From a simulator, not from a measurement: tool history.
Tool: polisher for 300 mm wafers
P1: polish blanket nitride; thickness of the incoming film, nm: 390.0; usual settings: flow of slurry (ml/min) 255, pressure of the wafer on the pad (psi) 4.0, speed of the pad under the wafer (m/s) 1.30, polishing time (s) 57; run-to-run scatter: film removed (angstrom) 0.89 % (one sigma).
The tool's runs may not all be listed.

run   hour  flow of slurry (ml/min)  pressure of the wafer on the pad (psi)  speed of the pad under the wafer (m/s)  polishing time (s)  wafers polished on this pad  hours since the slurry nozzle was cleaned  hours since the head pressure was calibrated  film removed (angstrom)
  1    6.9                      255                                     4.0                                    1.30                  57                          972                                      188.4                                         663.4                  1312.60
  2   15.4                      255                                     4.0                                    1.30                  57                         1040                                      196.9                                         671.9                  1302.00
  3   23.4                      255                                     5.1                                    1.30                  57                         1103                                      204.9                                         679.9                  1688.60
  4   31.7                      255                                     4.0                                    2.00                  57                         1169                                      213.2                                         688.2                  1857.10
  5   41.7                      155                                     4.0                                    1.30                  57                         1248                                      223.2                                         698.2                  1230.20
  6   50.3                      350                                     5.8                                    1.30                  57                         1317                                      231.8                                         706.8                  1954.60
  7   64.8                      255                                     1.8                                    1.30                  57                         1432                                      246.3                                         721.3                   602.10
  8   72.7                      255                                     4.0                                    1.30                  57                         1494                                      254.2                                         729.2                  1326.60
  9   80.2                      255                                     4.0                                    1.30                  57                         1554                                      261.7                                         736.7                  1331.80
 10   88.5                      255                                     4.0                                    0.68                  57                         1620                                      270.0                                         745.0                   789.17
 11  101.1                      370                                     4.0                                    1.30                  57                         1720                                      282.6                                         757.6                  1355.20
 12  111.5                      255                                     4.0                                    1.30                  30                         1802                                      293.0                                         768.0                   698.92
 13  118.7                      255                                     4.0                                    0.72                  37                         1859                                      300.2                                         775.2                   540.71
 14  130.6                      255                                     4.0                                    1.30                  80                         1954                                      312.1                                         787.1                  1869.60
 15  143.9                      255                                     4.0                                    1.30                  57                         2059                                      325.4                                         800.4                  1340.30
 16  152.4                      255                                     4.0                                    1.30                  57                         2127                                      333.9                                         808.9                  1328.20
 17  158.9                      255                                     4.0                                    1.30                  57                         2178                                      340.4                                         815.4                  1318.50
 18  166.7                      255                                     4.0                                    1.30                  57                         2240                                      348.2                                         823.2                  1288.70
 19  177.6                      255                                     4.0                                    1.30                  57                         2327                                      359.1                                         834.1                  1287.50
 20  189.4                      255                                     4.0                                    1.30                  57                         2421                                      370.9                                         845.9                  1283.80
     194.4  -- worn pad replaced by a new one
 21  201.3                      255                                     4.0                                    1.30                  57                           55                                      382.8                                         857.8                  1266.50
 22  214.9                      255                                     4.0                                    1.30                  57                          163                                      396.4                                         871.4                  1257.60
 23  225.1                      255                                     4.0                                    1.30                  57                          244                                      406.6                                         881.6                  1249.30
 24  233.9                      255                                     4.0                                    1.30                  57                          313                                      415.4                                         890.4                  1265.50

What P1 gives has crept away from where it was. These 2 causes fit the log equally well, each at the size given:
A: slurry flow missing at the pad, % = 32.8
B: head's pressure below its setpoint, % = 4.93
The creep began at about hour 152.4.
Why every other cause is out:
removal rate lost through wear of the pad, %: serviced at hour 194.4, which brought nothing back

4 check runs are offered, each on 5 wafers whose results are averaged, their results left as question marks. Which one tells the causes apart?
check 1  242.7                      255                                     2.1                                    0.82                  57                                                                                                                                              ?
check 2  242.7                      255                                     4.0                                    1.70                  57                                                                                                                                              ?
check 3  242.7                      155                                     4.0                                    1.30                  73                                                                                                                                              ?
check 4  242.7                      255                                     2.1                                    1.30                  57                                                                                                                                              ?

What each check would give under each cause:
  check                   result     if A     if B
check 1  film removed (angstrom)   457.27   457.21
check 2  film removed (angstrom)  1560.70  1560.50
check 3  film removed (angstrom)  1465.20  1508.90
check 4  film removed (angstrom)   661.11   661.03
How far apart the two closest causes lie, in the result that separates them most: check 1 0.01 %; check 2 0.01 %; check 3 2.94 %; check 4 0.01 %
Only check 3 tells the causes apart: in the others they would give nearly the same result.

Then check 3 was run and gave: film removed (angstrom) 1514.20. Which cause is it?

It is B: head's pressure below its setpoint, %.
